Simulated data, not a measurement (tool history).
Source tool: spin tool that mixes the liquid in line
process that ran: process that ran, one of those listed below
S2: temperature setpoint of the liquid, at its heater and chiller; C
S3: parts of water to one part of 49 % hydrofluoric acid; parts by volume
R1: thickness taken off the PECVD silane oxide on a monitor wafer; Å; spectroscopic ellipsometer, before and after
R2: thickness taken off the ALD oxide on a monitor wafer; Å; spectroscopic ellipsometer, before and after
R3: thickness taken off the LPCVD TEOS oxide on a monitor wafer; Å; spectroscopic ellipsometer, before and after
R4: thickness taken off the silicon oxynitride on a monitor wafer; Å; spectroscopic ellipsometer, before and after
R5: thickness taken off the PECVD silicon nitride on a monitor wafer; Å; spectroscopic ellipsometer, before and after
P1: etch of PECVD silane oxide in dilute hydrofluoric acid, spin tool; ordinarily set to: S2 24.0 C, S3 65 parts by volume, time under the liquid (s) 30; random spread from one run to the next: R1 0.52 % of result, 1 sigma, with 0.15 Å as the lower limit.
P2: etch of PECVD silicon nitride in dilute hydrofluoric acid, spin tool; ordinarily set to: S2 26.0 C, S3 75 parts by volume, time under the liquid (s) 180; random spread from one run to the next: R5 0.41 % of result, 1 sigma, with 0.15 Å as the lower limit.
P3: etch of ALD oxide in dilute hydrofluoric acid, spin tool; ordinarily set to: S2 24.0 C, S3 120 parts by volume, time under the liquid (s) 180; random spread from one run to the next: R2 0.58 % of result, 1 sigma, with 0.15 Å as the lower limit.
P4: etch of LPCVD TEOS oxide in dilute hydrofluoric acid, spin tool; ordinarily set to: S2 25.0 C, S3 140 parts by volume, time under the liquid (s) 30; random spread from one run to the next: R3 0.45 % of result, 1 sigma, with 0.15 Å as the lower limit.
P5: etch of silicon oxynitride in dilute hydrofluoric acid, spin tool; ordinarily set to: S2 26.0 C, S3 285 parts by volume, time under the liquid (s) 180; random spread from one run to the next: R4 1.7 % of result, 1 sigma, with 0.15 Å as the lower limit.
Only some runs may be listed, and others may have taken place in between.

Run 1, hour 13.8: process that ran P1, S2 24.0 C, S3 65 parts by volume, time under the liquid (s) 30. Result: R1 136.260 Å.
Run 2, hour 20.1: process that ran P3, S2 24.0 C, S3 180 parts by volume, time under the liquid (s) 180. Result: R2 96.137 Å.
Run 3, hour 26.5: process that ran P1, S2 27.5 C, S3 30 parts by volume, time under the liquid (s) 30. Result: R1 357.600 Å.
Run 4, hour 40.1: process that ran P4, S2 25.0 C, S3 40 parts by volume, time under the liquid (s) 30. Result: R3 348.690 Å.
Run 5, hour 51.6: process that ran P1, S2 32.5 C, S3 65 parts by volume, time under the liquid (s) 30. Result: R1 190.010 Å.
Run 6, hour 62.5: process that ran P1, S2 29.5 C, S3 20 parts by volume, time under the liquid (s) 30. Result: R1 591.420 Å.
Run 7, hour 69.2: process that ran P3, S2 24.0 C, S3 120 parts by volume, time under the liquid (s) 180. Result: R2 152.890 Å.
Run 8, hour 79.2: process that ran P1, S2 24.0 C, S3 65 parts by volume, time under the liquid (s) 30. Result: R1 136.850 Å.
Run 9, hour 91.1: process that ran P1, S2 24.0 C, S3 65 parts by volume, time under the liquid (s) 30. Result: R1 135.720 Å.
Run 10, hour 105.1: process that ran P1, S2 24.0 C, S3 65 parts by volume, time under the liquid (s) 30. Result: R1 136.080 Å.
Run 11, hour 117.8: process that ran P4, S2 29.5 C, S3 140 parts by volume, time under the liquid (s) 30. Result: R3 103.890 Å.
Run 12, hour 124.2: process that ran P4, S2 25.0 C, S3 140 parts by volume, time under the liquid (s) 30. Result: R3 87.234 Å.
Run 13, hour 137.4: process that ran P1, S2 24.0 C, S3 65 parts by volume, time under the liquid (s) 15. Result: R1 67.430 Å.
Run 14, hour 149.8: process that ran P4, S2 25.0 C, S3 140 parts by volume, time under the liquid (s) 15. Result: R3 43.804 Å.
Run 15, hour 163.8: process that ran P5, S2 26.0 C, S3 60 parts by volume, time under the liquid (s) 180. Result: R4 80.223 Å.
Run 16, hour 173.3: process that ran P2, S2 26.0 C, S3 75 parts by volume, time under the liquid (s) 85. Result: R5 50.914 Å.
Run 17, hour 179.5: process that ran P2, S2 26.0 C, S3 130 parts by volume, time under the liquid (s) 180. Result: R5 62.270 Å.
Run 18, hour 189.7: process that ran P5, S2 26.0 C, S3 285 parts by volume, time under the liquid (s) 180. Result: R4 14.038 Å.
Run 19, hour 203.1: process that ran P1, S2 24.0 C, S3 95 parts by volume, time under the liquid (s) 30. Result: R1 89.748 Å.
Run 20, hour 210.6: process that ran P1, S2 24.0 C, S3 65 parts by volume, time under the liquid (s) 30. Result: R1 135.960 Å.
Run 21, hour 223.4: process that ran P2, S2 26.0 C, S3 75 parts by volume, time under the liquid (s) 180. Result: R5 107.950 Å.
Run 22, hour 237.5: process that ran P1, S2 24.0 C, S3 65 parts by volume, time under the liquid (s) 55. Result: R1 250.540 Å.
Run 23, hour 249.2: process that ran P5, S2 33.0 C, S3 285 parts by volume, time under the liquid (s) 180. Result: R4 19.153 Å.
Run 24, hour 256.9: process that ran P1, S2 24.0 C, S3 20 parts by volume, time under the liquid (s) 30. Result: R1 468.680 Å.
Run 25, hour 270.6: process that ran P5, S2 26.0 C, S3 285 parts by volume, time under the liquid (s) 345. Result: R4 25.616 Å.
Run 26, hour 278.6: process that ran P1, S2 24.0 C, S3 65 parts by volume, time under the liquid (s) 30. Result: R1 135.670 Å.
Run 27, hour 289.5: process that ran P2, S2 22.0 C, S3 75 parts by volume, time under the liquid (s) 180. Result: R5 82.977 Å.

Predict the results of run 28:
Run 28, hour 299.4: process that ran P3, S2 24.0 C, S3 120 parts by volume, time under the liquid (s) 15. Result: R2 ?.

{"run 28": {"R2": 12.562}}
